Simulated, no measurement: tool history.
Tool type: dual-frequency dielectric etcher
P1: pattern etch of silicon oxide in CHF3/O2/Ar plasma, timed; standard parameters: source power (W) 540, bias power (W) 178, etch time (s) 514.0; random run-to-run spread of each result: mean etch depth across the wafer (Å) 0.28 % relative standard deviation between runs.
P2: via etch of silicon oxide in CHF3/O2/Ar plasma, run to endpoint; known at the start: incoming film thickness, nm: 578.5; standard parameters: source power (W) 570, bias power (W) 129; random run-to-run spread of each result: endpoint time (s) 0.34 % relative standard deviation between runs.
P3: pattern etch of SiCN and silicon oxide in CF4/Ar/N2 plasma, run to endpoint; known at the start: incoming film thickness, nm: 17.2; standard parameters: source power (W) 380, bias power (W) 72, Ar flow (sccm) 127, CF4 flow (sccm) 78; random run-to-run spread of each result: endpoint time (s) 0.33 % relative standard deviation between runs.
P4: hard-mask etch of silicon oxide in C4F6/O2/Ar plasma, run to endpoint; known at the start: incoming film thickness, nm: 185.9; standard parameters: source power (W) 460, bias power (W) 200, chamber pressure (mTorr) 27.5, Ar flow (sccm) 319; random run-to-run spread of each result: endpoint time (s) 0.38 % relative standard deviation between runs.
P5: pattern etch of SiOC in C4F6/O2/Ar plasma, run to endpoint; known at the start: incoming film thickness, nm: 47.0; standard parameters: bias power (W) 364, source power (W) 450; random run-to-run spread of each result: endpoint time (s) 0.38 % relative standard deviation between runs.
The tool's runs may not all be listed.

run	hour	process that ran	source power (W)	bias power (W)	etch time (s)	chamber pressure (mTorr)	Ar flow (sccm)	CF4 flow (sccm)	hours since the last wet clean	hours since the last source power generator calibration	hours since the last bias power generator calibration	mean etch depth across the wafer (Å)	endpoint time (s)
1	10.9	P1	540	178	514.0				213.9	1175.6	1944.0	9812.6	
2	27.0	P1	540	178	514.0				230.0	1191.7	1960.1	9746.0	
3	36.9	P4	460	280		27.5	319		239.9	1201.6	1970.0		47.765
4	46.4	P1	740	178	514.0				249.4	1211.1	1979.5	11009.0	
5	55.1	P3	380	72			127	104	258.1	1219.8	1988.2		22.346
6	70.8	P4	460	200		27.5	319		273.8	1235.5	2003.9		53.209
7	77.8	P1	540	178	514.0				280.8	1242.5	2010.9	9799.8	
8	87.8	P1	340	178	746.5				290.8	1252.5	2020.9	11931.0	
9	97.5	P5	450	364					300.5	1262.2	2030.6		16.815
10	113.1	P3	380	72			127	78	316.1	1277.8	2046.2		23.349
11	127.6	P1	760	149	514.0				330.6	1292.3	2060.7	10545.0	
12	138.7	P2	570	79					341.7	1303.4	2071.8		383.080
13	147.1	P1	380	178	514.0				350.1	1311.8	2080.2	8571.7	
14	162.8	P4	460	200		27.5	252		365.8	1327.5	2095.9		51.755
15	176.0	P5	450	364					379.0	1340.7	2109.1		16.793
16	189.8	P4	460	200		36.0	319		392.8	1354.5	2122.9		54.518
17	200.4	P1	540	178	349.5				403.4	1365.1	2133.5	6658.9	
18	212.0	P2	570	129					415.0	1376.7	2145.1		331.040
19	226.7	P1	540	178	514.0				429.7	1391.4	2159.8	9787.9	
20	236.1	P5	450	245					439.1	1400.8	2169.2		19.207
21	249.5	P1	540	235	514.0				452.5	1414.2	2182.6	10834.0	
22	257.9	P3	380	46			127	78	460.9	1422.6	2191.0		27.104
23	273.5	P4	550	200		27.5	319		476.5	1438.2	2206.6		49.613
24	281.5	P4	460	200		27.5	319		484.5	1446.2	2214.6		53.236

What does the tool deliver on the next run?
25	294.0	P1	540	217	347.0				497.0	1458.7	2227.1	?	

{"run 25": {"mean etch depth across the wafer (Å)": 7072.6}}
